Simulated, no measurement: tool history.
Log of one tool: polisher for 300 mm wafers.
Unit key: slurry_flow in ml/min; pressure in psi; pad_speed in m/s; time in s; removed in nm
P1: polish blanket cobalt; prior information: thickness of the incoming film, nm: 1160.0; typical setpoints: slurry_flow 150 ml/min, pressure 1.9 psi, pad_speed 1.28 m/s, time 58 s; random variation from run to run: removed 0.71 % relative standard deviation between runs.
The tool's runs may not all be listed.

run,hour,slurry_flow,pressure,pad_speed,time,removed
1,12,150,1.9,1.28,58,333.62
2,22.7,150,2.6,0.72,58,262.03
3,31.9,150,1.9,1.96,58,512.37
4,38.4,100,1.9,1.28,58,309.45
5,46,105,1.9,1.28,78,425.63
6,59,150,1.9,1.28,74,427.9
7,70.4,150,0.9,1.28,58,162.55
8,80.3,150,1.9,1.28,58,338.95
9,93.2,150,1.9,1.28,58,338.78
10,100.4,150,1.9,1.28,29,169.88
11,107.1,150,1.9,1.28,58,337.58
12,117.5,150,2.5,1.28,58,445.64
13,126.1,200,1.9,1.28,58,353.68
14,137.9,150,1.9,1.28,58,339.26
15,149.1,150,1.9,0.92,58,247.34
16,160.4,150,1.9,1.28,58,339.47
17,173.1,150,1.9,1.28,58,327.65
18,186.2,150,1.9,1.28,58,324.43
19,192.8,150,1.9,1.28,58,317.79
20,201.3,150,1.9,1.28,58,316.52

For run 21, what comes out?
21,212.9,150,1.9,1.28,58,?

{"run 21": {"removed": 312.04}}
